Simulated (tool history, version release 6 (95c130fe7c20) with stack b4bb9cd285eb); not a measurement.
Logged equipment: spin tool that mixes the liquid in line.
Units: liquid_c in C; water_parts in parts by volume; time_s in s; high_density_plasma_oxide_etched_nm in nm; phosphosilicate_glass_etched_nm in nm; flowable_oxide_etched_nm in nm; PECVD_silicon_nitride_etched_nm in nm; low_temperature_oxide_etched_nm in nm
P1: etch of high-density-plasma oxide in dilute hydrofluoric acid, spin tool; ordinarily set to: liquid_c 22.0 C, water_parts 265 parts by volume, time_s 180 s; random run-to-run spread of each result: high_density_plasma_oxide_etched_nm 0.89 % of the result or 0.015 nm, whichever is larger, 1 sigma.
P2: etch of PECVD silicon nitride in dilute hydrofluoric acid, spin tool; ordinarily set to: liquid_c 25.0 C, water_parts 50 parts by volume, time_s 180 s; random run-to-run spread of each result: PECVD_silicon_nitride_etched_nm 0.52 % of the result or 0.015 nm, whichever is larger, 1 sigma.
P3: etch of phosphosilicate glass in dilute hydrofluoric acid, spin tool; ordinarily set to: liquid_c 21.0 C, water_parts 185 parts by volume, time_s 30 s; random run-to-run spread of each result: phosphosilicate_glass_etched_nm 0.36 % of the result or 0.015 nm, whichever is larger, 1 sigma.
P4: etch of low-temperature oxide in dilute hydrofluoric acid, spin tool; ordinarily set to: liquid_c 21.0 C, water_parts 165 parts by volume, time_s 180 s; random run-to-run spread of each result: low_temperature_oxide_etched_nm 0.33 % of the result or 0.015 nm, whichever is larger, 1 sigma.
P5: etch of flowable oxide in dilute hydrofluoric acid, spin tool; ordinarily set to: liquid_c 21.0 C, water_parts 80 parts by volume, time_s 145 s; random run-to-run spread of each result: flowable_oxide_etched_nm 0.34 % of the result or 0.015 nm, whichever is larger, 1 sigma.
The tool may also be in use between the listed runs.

run,hour,process,liquid_c,water_parts,time_s,high_density_plasma_oxide_etched_nm,phosphosilicate_glass_etched_nm,flowable_oxide_etched_nm,PECVD_silicon_nitride_etched_nm,low_temperature_oxide_etched_nm
1,3.3,P1,22.0,265,180,2.60050,,,,
2,6.7,P3,21.0,185,45,,18.8420,,,
3,11.4,P1,22.0,140,180,5.57550,,,,
4,15.6,P1,22.0,265,180,2.60170,,,,
5,22.1,P1,22.0,265,180,2.60090,,,,
6,27.6,P1,29.5,265,260,4.95060,,,,
7,31.7,P5,21.0,145,145,,,23.425,,
8,36.7,P2,25.0,50,180,,,,20.739,
9,41.6,P1,22.0,465,20,0.12057,,,,
10,48.6,P2,25.0,50,260,,,,29.894,
11,55.7,P5,29.5,80,145,,,63.977,,
12,62.7,P4,21.0,290,180,,,,,9.4022
13,68.4,P5,21.0,80,145,,,45.562,,
14,73.2,P3,21.0,295,30,,7.0207,,,
15,80.1,P1,22.0,430,180,1.40830,,,,
16,86.7,P4,21.0,165,180,,,,,18.7670
17,90.3,P1,29.0,265,180,3.33380,,,,
18,97.2,P5,21.0,80,40,,,12.616,,
19,104.0,P2,17.5,50,180,,,,12.289,
20,111.2,P3,17.0,185,30,,10.6300,,,
21,114.6,P1,22.0,265,45,0.62880,,,,
22,120.4,P1,22.0,265,180,2.59650,,,,
23,127.9,P4,28.0,165,180,,,,,24.4350
24,132.9,P1,22.0,265,180,2.53900,,,,
25,137.1,P4,21.0,165,320,,,,,33.5860
26,140.3,P1,22.0,265,330,4.76100,,,,

The next listed run, before its measurement:
27,146.3,P1,22.0,265,180,?,,,,

high_density_plasma_oxide_etched_nm: 2.59500 nm
